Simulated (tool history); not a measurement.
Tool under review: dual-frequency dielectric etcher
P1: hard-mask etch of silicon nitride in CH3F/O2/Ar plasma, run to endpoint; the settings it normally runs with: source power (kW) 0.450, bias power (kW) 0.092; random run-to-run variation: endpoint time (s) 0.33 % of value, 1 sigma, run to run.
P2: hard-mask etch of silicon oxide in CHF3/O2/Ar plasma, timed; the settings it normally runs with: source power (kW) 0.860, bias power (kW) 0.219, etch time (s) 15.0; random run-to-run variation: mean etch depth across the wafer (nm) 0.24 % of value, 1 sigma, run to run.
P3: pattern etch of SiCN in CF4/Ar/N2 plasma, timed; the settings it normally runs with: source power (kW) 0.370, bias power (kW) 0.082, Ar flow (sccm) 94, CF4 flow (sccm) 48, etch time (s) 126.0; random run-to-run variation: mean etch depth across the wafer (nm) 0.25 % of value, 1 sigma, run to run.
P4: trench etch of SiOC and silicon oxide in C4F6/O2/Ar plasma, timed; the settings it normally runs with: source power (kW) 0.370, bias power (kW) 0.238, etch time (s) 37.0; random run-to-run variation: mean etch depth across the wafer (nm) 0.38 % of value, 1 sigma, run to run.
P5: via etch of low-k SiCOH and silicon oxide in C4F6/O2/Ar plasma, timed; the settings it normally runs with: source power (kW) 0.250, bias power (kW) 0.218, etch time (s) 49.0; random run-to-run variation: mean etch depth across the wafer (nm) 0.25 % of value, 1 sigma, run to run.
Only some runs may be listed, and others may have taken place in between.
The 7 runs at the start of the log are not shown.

run,hour,process that ran,source power (kW),bias power (kW),etch time (s),Ar flow (sccm),CF4 flow (sccm),endpoint time (s),mean etch depth across the wafer (nm)
8,55.5,P3,0.370,0.082,126.0,94,64,,98.086
9,60.7,P1,0.450,0.092,,,,71.347,
10,66.5,P2,0.860,0.129,15.0,,,,31.159
11,74.9,P1,0.530,0.092,,,,67.278,
12,81.3,P5,0.250,0.218,38.5,,,,86.274
13,85.8,P5,0.250,0.218,49.0,,,,109.840
14,92.7,P3,0.270,0.082,126.0,94,48,,71.609
15,97.1,P1,0.450,0.092,,,,70.919,
16,105.0,P2,0.860,0.219,15.0,,,,36.895
17,112.6,P1,0.450,0.092,,,,71.130,
18,119.0,P1,0.290,0.092,,,,83.752,
19,127.8,P4,0.370,0.238,37.0,,,,79.453
20,134.1,P4,0.370,0.296,37.0,,,,85.455
21,141.1,P4,0.500,0.238,37.0,,,,88.741
22,146.8,P1,0.450,0.092,,,,70.811,
23,151.4,P3,0.370,0.058,126.0,94,48,,82.815
24,160.1,P5,0.320,0.218,49.0,,,,120.550
25,166.5,P3,0.370,0.082,184.0,94,48,,137.580
26,173.6,P2,0.860,0.219,10.0,,,,24.686

What does the tool deliver on the next run?
27,179.0,P2,0.860,0.219,15.0,,,,?

mean etch depth across the wafer (nm): 36.961
